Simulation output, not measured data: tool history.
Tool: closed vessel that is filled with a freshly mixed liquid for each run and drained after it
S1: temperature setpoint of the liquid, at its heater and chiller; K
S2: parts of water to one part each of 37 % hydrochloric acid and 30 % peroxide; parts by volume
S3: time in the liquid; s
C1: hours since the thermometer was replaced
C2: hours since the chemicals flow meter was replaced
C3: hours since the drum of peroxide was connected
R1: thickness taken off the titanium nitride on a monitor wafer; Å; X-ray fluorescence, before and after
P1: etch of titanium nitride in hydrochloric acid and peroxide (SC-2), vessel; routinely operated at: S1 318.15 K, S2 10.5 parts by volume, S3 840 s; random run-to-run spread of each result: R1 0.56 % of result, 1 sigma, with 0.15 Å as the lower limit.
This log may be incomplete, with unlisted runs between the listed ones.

{"run": 1, "day": 0.425, "S1": 318.15, "S2": 10.5, "S3": 840, "C1": 412.5, "C2": 163.9, "C3": 120.2, "R1": 161.93}
{"run": 2, "day": 0.788, "S1": 318.15, "S2": 10.5, "S3": 840, "C1": 421.2, "C2": 172.6, "C3": 128.9, "R1": 161.75}
{"run": 3, "day": 1.017, "S1": 318.15, "S2": 10.5, "S3": 1610, "C1": 426.7, "C2": 178.1, "C3": 134.4, "R1": 311.04}
{"run": 4, "day": 1.379, "S1": 318.15, "S2": 10.5, "S3": 840, "C1": 435.4, "C2": 186.8, "C3": 143.1, "R1": 160.47}
{"run": 5, "day": 1.817, "S1": 318.15, "S2": 10.5, "S3": 840, "C1": 445.9, "C2": 197.3, "C3": 153.6, "R1": 161.24}
{"run": 6, "day": 2.029, "S1": 318.15, "S2": 10.5, "S3": 840, "C1": 451.0, "C2": 202.4, "C3": 158.7, "R1": 162.79}
{"run": 7, "day": 2.379, "S1": 333.15, "S2": 18.5, "S3": 840, "C1": 459.4, "C2": 210.8, "C3": 167.1, "R1": 267.08}
{"run": 8, "day": 2.596, "S1": 326.65, "S2": 10.5, "S3": 840, "C1": 464.6, "C2": 216.0, "C3": 172.3, "R1": 285.43}
{"run": 9, "day": 2.958, "S1": 318.15, "S2": 10.5, "S3": 105, "C1": 473.3, "C2": 224.7, "C3": 181.0, "R1": 20.065}
{"run": 10, "day": 3.2, "S1": 318.15, "S2": 18.5, "S3": 840, "C1": 479.1, "C2": 230.5, "C3": 186.8, "R1": 98.752}
{"run": 11, "day": 3.554, "S1": 318.15, "S2": 10.5, "S3": 840, "C1": 487.6, "C2": 239.0, "C3": 195.3, "R1": 160.7}
{"day": 3.817, "done": "thermometer replaced"}
{"run": 12, "day": 3.871, "S1": 318.15, "S2": 10.5, "S3": 840, "C1": 1.3, "C2": 246.6, "C3": 202.9, "R1": 161.33}
{"run": 13, "day": 4.183, "S1": 308.15, "S2": 10.5, "S3": 840, "C1": 8.8, "C2": 254.1, "C3": 210.4, "R1": 79.777}
{"run": 14, "day": 4.475, "S1": 318.15, "S2": 4.0, "S3": 840, "C1": 15.8, "C2": 261.1, "C3": 217.4, "R1": 335.71}
{"run": 15, "day": 4.904, "S1": 318.15, "S2": 10.5, "S3": 840, "C1": 26.1, "C2": 271.4, "C3": 227.7, "R1": 161.89}
{"run": 16, "day": 5.146, "S1": 318.15, "S2": 10.5, "S3": 840, "C1": 31.9, "C2": 277.2, "C3": 233.5, "R1": 156.95}
{"run": 17, "day": 5.538, "S1": 318.15, "S2": 10.5, "S3": 840, "C1": 41.3, "C2": 286.6, "C3": 242.9, "R1": 150.83}
{"day": 5.712, "done": "new drum of peroxide connected"}
{"run": 18, "day": 5.738, "S1": 318.15, "S2": 10.5, "S3": 840, "C1": 46.1, "C2": 291.4, "C3": 0.7, "R1": 150.97}
{"run": 19, "day": 5.983, "S1": 318.15, "S2": 10.5, "S3": 840, "C1": 52.0, "C2": 297.3, "C3": 6.6, "R1": 150.3}
{"run": 20, "day": 6.267, "S1": 318.15, "S2": 10.5, "S3": 840, "C1": 58.8, "C2": 304.1, "C3": 13.4, "R1": 150.06}

What will run 21 give?
{"run": 21, "day": 6.712, "S1": 318.15, "S2": 10.5, "S3": 840, "C1": 69.5, "C2": 314.8, "C3": 24.1, "R1": "?"}

R1: 148.390 Å
